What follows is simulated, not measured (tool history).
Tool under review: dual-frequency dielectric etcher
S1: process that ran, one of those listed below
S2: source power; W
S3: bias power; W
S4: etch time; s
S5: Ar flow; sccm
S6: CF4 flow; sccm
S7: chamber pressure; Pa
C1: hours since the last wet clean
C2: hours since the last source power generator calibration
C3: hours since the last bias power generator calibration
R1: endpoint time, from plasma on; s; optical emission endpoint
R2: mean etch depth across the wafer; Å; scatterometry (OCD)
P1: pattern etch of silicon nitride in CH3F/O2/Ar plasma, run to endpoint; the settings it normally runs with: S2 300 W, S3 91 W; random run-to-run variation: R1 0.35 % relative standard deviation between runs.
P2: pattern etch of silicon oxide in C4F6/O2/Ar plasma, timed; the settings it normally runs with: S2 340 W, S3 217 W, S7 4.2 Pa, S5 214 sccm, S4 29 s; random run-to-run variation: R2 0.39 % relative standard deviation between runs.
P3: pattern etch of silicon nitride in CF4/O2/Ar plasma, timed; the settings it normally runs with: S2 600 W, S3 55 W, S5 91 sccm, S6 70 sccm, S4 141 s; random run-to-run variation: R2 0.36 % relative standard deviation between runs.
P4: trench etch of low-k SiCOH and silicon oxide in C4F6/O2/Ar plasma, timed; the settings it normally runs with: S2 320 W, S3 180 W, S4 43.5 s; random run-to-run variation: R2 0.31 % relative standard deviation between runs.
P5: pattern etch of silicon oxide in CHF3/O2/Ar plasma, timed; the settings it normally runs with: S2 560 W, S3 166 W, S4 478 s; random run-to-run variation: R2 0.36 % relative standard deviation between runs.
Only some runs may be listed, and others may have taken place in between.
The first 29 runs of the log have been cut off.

run   hour  S1   S2   S3     S4   S5  S6   S7     C1      C2      C3      R1      R2
 30  112.8  P1  300   91                       334.1  1730.3  2282.6  48.797
 31  115.2  P1  360   65                       336.5  1732.7    2285  51.502
 32  117.9  P2  470  217     29  214      4.2  339.2  1735.4  2287.7          1091.9
 33  122.3  P3  600   55  106.5   91  70       343.6  1739.8  2292.1          2363.3
 34  126.3  P4  230  180   43.5                347.6  1743.8  2296.1          1175.3
 35  129.3  P1  300   91                       350.6  1746.8  2299.1  49.119
 36  134.4  P1  300   91                       355.7  1751.9  2304.2  48.412
 37  138.6  P1  300   91                       359.9  1756.1  2308.4   47.91
 38  143.2  P1  300   91                       364.5  1760.7    2313  47.888
 39  147.4  P1  300   91                       368.7  1764.9  2317.2  48.057
     147.9  -- wet clean of the chamber
 40  151.8  P1  300   91                           4  1769.3  2321.6  48.082

For run 41, what comes out?
 41  155.1  P1  300  91                  7.3  1772.6  2324.9   ?

For run 41 the tool returned R1 48.027 s.

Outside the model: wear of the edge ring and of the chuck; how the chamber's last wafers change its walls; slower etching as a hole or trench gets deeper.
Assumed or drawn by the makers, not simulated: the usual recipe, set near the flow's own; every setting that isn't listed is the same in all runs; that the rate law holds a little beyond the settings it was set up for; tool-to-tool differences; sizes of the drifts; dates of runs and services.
